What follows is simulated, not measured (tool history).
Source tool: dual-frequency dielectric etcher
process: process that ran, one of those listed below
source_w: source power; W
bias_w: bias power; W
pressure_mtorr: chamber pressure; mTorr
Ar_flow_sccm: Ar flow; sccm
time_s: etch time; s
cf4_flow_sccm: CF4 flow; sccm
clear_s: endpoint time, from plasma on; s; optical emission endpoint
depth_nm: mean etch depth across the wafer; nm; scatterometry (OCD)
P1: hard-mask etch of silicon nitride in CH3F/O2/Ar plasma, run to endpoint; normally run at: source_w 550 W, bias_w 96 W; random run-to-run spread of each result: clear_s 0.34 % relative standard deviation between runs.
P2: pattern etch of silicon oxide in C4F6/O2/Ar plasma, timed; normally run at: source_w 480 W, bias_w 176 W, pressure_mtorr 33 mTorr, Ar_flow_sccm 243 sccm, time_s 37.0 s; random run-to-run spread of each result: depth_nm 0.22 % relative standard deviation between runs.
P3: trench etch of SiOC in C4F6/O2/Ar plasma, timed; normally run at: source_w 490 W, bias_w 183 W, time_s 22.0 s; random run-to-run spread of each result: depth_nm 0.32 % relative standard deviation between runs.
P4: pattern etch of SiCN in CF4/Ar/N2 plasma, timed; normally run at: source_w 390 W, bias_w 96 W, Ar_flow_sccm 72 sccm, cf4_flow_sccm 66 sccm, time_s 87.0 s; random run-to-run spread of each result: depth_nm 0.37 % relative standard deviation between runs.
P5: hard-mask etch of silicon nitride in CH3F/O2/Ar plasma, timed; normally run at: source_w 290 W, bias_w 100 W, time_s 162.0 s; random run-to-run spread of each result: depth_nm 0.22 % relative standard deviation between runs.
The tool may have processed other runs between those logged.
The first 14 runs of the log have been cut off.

run,hour,process,source_w,bias_w,pressure_mtorr,Ar_flow_sccm,time_s,cf4_flow_sccm,hours since the last wet clean,hours since the last source power generator calibration,hours since the last bias power generator calibration,clear_s,depth_nm
15,174.1,P2,370,176,33,243,37.0,,122.7,2003.6,778.0,,112.250
16,187.5,P2,480,176,33,243,37.0,,136.1,2017.0,791.4,,123.860
17,197.1,P1,550,96,,,,,145.7,2026.6,801.0,45.635,
18,207.6,P4,390,96,,72,116.5,66,156.2,2037.1,811.5,,100.590
19,223.2,P1,550,56,,,,,171.8,2052.7,827.1,54.874,
20,237.2,P3,490,125,,,22.0,,185.8,2066.7,841.1,,43.820
21,247.4,P1,550,96,,,,,196.0,2076.9,851.3,45.709,
22,263.3,P2,480,176,42,243,37.0,,211.9,2092.8,867.2,,120.430
23,273.3,P3,490,183,,,22.0,,221.9,2102.8,877.2,,49.278
24,283.3,P1,550,96,,,,,231.9,2112.8,887.2,45.990,
25,290.6,P1,410,126,,,,,239.2,2120.1,894.5,46.073,
26,307.1,P1,670,96,,,,,255.7,2136.6,911.0,42.428,
27,322.5,P2,480,176,33,243,55.0,,271.1,2152.0,926.4,,184.650
28,333.2,P5,290,123,,,162.0,,281.8,2162.7,937.1,,124.190
29,345.4,P3,490,183,,,27.5,,294.0,2174.9,949.3,,61.388
30,359.3,P5,240,100,,,162.0,,307.9,2188.8,963.2,,106.880
31,374.3,P3,490,183,,,22.0,,322.9,2203.8,978.2,,49.058
32,387.1,P1,440,96,,,,,335.7,2216.6,991.0,49.481,
33,400.1,P1,550,96,,,,,348.7,2229.6,1004.0,45.849,
34,412.2,P1,550,96,,,,,360.8,2241.7,1016.1,45.363,
35,422.6,P1,550,96,,,,,371.2,2252.1,1026.5,45.286,
36,436.7,P1,550,96,,,,,385.3,2266.2,1040.6,44.931,
# hour 440.7: wet clean of the chamber
37,453.2,P1,550,96,,,,,12.6,2282.7,1057.1,45.267,
38,463.9,P1,550,96,,,,,23.3,2293.4,1067.8,44.932,

Predict the results of run 39:
39,477.7,P1,550,96,,,,,37.1,2307.2,1081.6,?,

{"run 39": {"clear_s": 44.792}}
